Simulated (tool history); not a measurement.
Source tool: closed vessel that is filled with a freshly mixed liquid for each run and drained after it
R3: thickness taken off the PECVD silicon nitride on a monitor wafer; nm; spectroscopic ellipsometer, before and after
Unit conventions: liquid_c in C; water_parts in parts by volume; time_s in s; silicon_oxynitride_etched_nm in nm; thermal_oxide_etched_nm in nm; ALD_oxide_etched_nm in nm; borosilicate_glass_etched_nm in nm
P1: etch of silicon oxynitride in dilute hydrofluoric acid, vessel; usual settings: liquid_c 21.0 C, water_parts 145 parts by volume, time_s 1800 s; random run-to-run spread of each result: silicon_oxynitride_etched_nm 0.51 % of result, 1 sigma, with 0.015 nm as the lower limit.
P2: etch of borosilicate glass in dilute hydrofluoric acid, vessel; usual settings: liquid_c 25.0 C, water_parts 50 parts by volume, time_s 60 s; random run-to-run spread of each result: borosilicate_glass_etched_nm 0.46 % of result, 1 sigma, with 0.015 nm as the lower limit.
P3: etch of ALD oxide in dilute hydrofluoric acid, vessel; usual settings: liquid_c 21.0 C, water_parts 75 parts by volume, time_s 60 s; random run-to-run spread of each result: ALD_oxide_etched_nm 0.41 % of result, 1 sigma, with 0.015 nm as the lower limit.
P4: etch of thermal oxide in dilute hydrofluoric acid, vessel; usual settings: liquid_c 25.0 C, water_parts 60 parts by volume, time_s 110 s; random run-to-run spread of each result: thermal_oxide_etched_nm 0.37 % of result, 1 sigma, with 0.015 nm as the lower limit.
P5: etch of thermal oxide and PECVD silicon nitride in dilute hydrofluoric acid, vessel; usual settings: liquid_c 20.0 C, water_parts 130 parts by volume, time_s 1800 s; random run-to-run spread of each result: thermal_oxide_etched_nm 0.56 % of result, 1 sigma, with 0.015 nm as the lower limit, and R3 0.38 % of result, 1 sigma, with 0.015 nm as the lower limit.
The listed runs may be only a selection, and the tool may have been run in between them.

run 1 hour=16.8 | process=P1 liquid_c=21.0 water_parts=145 time_s=1800 | silicon_oxynitride_etched_nm=19.2430
run 2 hour=31.8 | process=P1 liquid_c=21.0 water_parts=145 time_s=635 | silicon_oxynitride_etched_nm=6.7603
run 3 hour=42.6 | process=P5 liquid_c=20.0 water_parts=130 time_s=1800 | thermal_oxide_etched_nm=51.2870 R3=46.151
run 4 hour=50.7 | process=P1 liquid_c=21.0 water_parts=145 time_s=1800 | silicon_oxynitride_etched_nm=19.2770
run 5 hour=58.3 | process=P5 liquid_c=20.0 water_parts=25 time_s=1800 | thermal_oxide_etched_nm=302.3700 R3=228.730
run 6 hour=70.0 | process=P1 liquid_c=21.0 water_parts=145 time_s=1800 | silicon_oxynitride_etched_nm=19.0460
run 7 hour=80.6 | process=P3 liquid_c=21.0 water_parts=120 time_s=60 | ALD_oxide_etched_nm=10.388
run 8 hour=96.1 | process=P1 liquid_c=26.0 water_parts=145 time_s=1800 | silicon_oxynitride_etched_nm=24.0930
run 9 hour=110.5 | process=P1 liquid_c=28.5 water_parts=200 time_s=1800 | silicon_oxynitride_etched_nm=18.5170
run 10 hour=125.0 | process=P5 liquid_c=17.0 water_parts=130 time_s=1800 | thermal_oxide_etched_nm=45.4980 R3=37.489
run 11 hour=141.9 | process=P1 liquid_c=21.0 water_parts=145 time_s=1800 | silicon_oxynitride_etched_nm=18.9730
run 12 hour=156.4 | process=P3 liquid_c=21.0 water_parts=75 time_s=95 | ALD_oxide_etched_nm=27.640
run 13 hour=167.3 | process=P1 liquid_c=21.0 water_parts=145 time_s=1800 | silicon_oxynitride_etched_nm=19.0500
run 14 hour=176.1 | process=P1 liquid_c=21.0 water_parts=145 time_s=2860 | silicon_oxynitride_etched_nm=30.2490
run 15 hour=189.5 | process=P4 liquid_c=25.0 water_parts=60 time_s=110 | thermal_oxide_etched_nm=9.6371
run 16 hour=199.0 | process=P1 liquid_c=17.0 water_parts=145 time_s=1800 | silicon_oxynitride_etched_nm=15.7870
run 17 hour=209.0 | process=P1 liquid_c=21.0 water_parts=145 time_s=1800 | silicon_oxynitride_etched_nm=19.0360
run 18 hour=221.1 | process=P2 liquid_c=25.0 water_parts=75 time_s=60 | borosilicate_glass_etched_nm=34.150
-- hour=229.2 hydrofluoric acid flow meter replaced
run 19 hour=238.7 | process=P2 liquid_c=25.0 water_parts=50 time_s=90 | borosilicate_glass_etched_nm=79.564
run 20 hour=256.1 | process=P2 liquid_c=25.0 water_parts=50 time_s=60 | borosilicate_glass_etched_nm=52.871
run 21 hour=264.7 | process=P1 liquid_c=21.0 water_parts=55 time_s=1800 | silicon_oxynitride_etched_nm=54.1790
run 22 hour=281.0 | process=P1 liquid_c=21.0 water_parts=145 time_s=1800 | silicon_oxynitride_etched_nm=19.2170
run 23 hour=293.0 | process=P3 liquid_c=17.0 water_parts=75 time_s=60 | ALD_oxide_etched_nm=14.791
run 24 hour=306.5 | process=P1 liquid_c=17.0 water_parts=145 time_s=3180 | silicon_oxynitride_etched_nm=28.0460
run 25 hour=321.7 | process=P4 liquid_c=25.0 water_parts=95 time_s=110 | thermal_oxide_etched_nm=5.8603
run 26 hour=336.9 | process=P2 liquid_c=29.0 water_parts=50 time_s=60 | borosilicate_glass_etched_nm=62.389
run 27 hour=345.5 | process=P5 liquid_c=20.0 water_parts=130 time_s=2925 | thermal_oxide_etched_nm=84.1880 R3=75.001
run 28 hour=361.5 | process=P1 liquid_c=21.0 water_parts=225 time_s=1800 | silicon_oxynitride_etched_nm=11.7380
run 29 hour=371.8 | process=P4 liquid_c=25.0 water_parts=60 time_s=50 | thermal_oxide_etched_nm=4.3854
run 30 hour=379.5 | process=P3 liquid_c=21.0 water_parts=75 time_s=60 | ALD_oxide_etched_nm=17.553
run 31 hour=393.6 | process=P4 liquid_c=17.0 water_parts=60 time_s=110 | thermal_oxide_etched_nm=6.9299
run 32 hour=404.8 | process=P3 liquid_c=21.0 water_parts=75 time_s=60 | ALD_oxide_etched_nm=17.402
run 33 hour=418.7 | process=P1 liquid_c=21.0 water_parts=145 time_s=1800 | silicon_oxynitride_etched_nm=19.0950
run 34 hour=432.0 | process=P1 liquid_c=21.0 water_parts=145 time_s=1800 | silicon_oxynitride_etched_nm=19.8040
run 35 hour=447.2 | process=P1 liquid_c=21.0 water_parts=145 time_s=1800 | silicon_oxynitride_etched_nm=20.1370
run 36 hour=455.2 | process=P1 liquid_c=21.0 water_parts=145 time_s=1800 | silicon_oxynitride_etched_nm=20.4510
run 37 hour=466.8 | process=P1 liquid_c=21.0 water_parts=145 time_s=1800 | silicon_oxynitride_etched_nm=20.6800
run 38 hour=478.9 | process=P1 liquid_c=21.0 water_parts=145 time_s=1800 | silicon_oxynitride_etched_nm=20.5810
run 39 hour=496.1 | process=P1 liquid_c=21.0 water_parts=145 time_s=1800 | silicon_oxynitride_etched_nm=20.7670
run 40 hour=513.6 | process=P1 liquid_c=21.0 water_parts=145 time_s=1800 | silicon_oxynitride_etched_nm=20.5080
run 41 hour=524.3 | process=P1 liquid_c=21.0 water_parts=145 time_s=1800 | silicon_oxynitride_etched_nm=20.7170

P1 has crept away from where it was. The log is fitted equally well by each of these 2 causes, at the sizes shown:
A: liquid hotter than its thermometer reads (K) = 1.68
B: hydrofluoric acid flow above the setpoint (%) = 7.4
The onset of the drift is placed at about hour 418.7.

The check runs listed below each take one wafer, and their results are still question marks. Under which run would the listed causes lead to clearly different results?
run check 1 hour=535.0 | process=P3 liquid_c=21.0 water_parts=75 time_s=60 | ALD_oxide_etched_nm=?
run check 2 hour=535.0 | process=P4 liquid_c=25.0 water_parts=60 time_s=110 | thermal_oxide_etched_nm=?
run check 3 hour=535.0 | process=P5 liquid_c=20.0 water_parts=130 time_s=1800 | thermal_oxide_etched_nm=? R3=?
run check 4 hour=535.0 | process=P2 liquid_c=25.0 water_parts=50 time_s=60 | borosilicate_glass_etched_nm=?

If the cause were each of the candidates in turn, the checks would give the following:
check=check_1 result=ALD_oxide_etched_nm if_A=18.768 if_B=18.929
check=check_2 result=thermal_oxide_etched_nm if_A=10.3680 if_B=10.4640
check=check_3 result=thermal_oxide_etched_nm if_A=55.0560 if_B=55.8260
check=check_3 result=R3 if_A=51.515 if_B=49.366
check=check_4 result=borosilicate_glass_etched_nm if_A=56.990 if_B=57.451
Smallest distance between any two causes, each pair judged by its most separating result, in per cent: check 1 0.85 %; check 2 0.93 %; check 3 4.26 %; check 4 0.81 %
Only check 3 tells the causes apart: in the others they would give nearly the same result.

Check 3 was carried out, with these results: thermal_oxide_etched_nm 55.6800 nm; R3 49.395 nm. Which of the listed causes is responsible?

Of the candidate causes, it is B: hydrofluoric acid flow above the setpoint (%).

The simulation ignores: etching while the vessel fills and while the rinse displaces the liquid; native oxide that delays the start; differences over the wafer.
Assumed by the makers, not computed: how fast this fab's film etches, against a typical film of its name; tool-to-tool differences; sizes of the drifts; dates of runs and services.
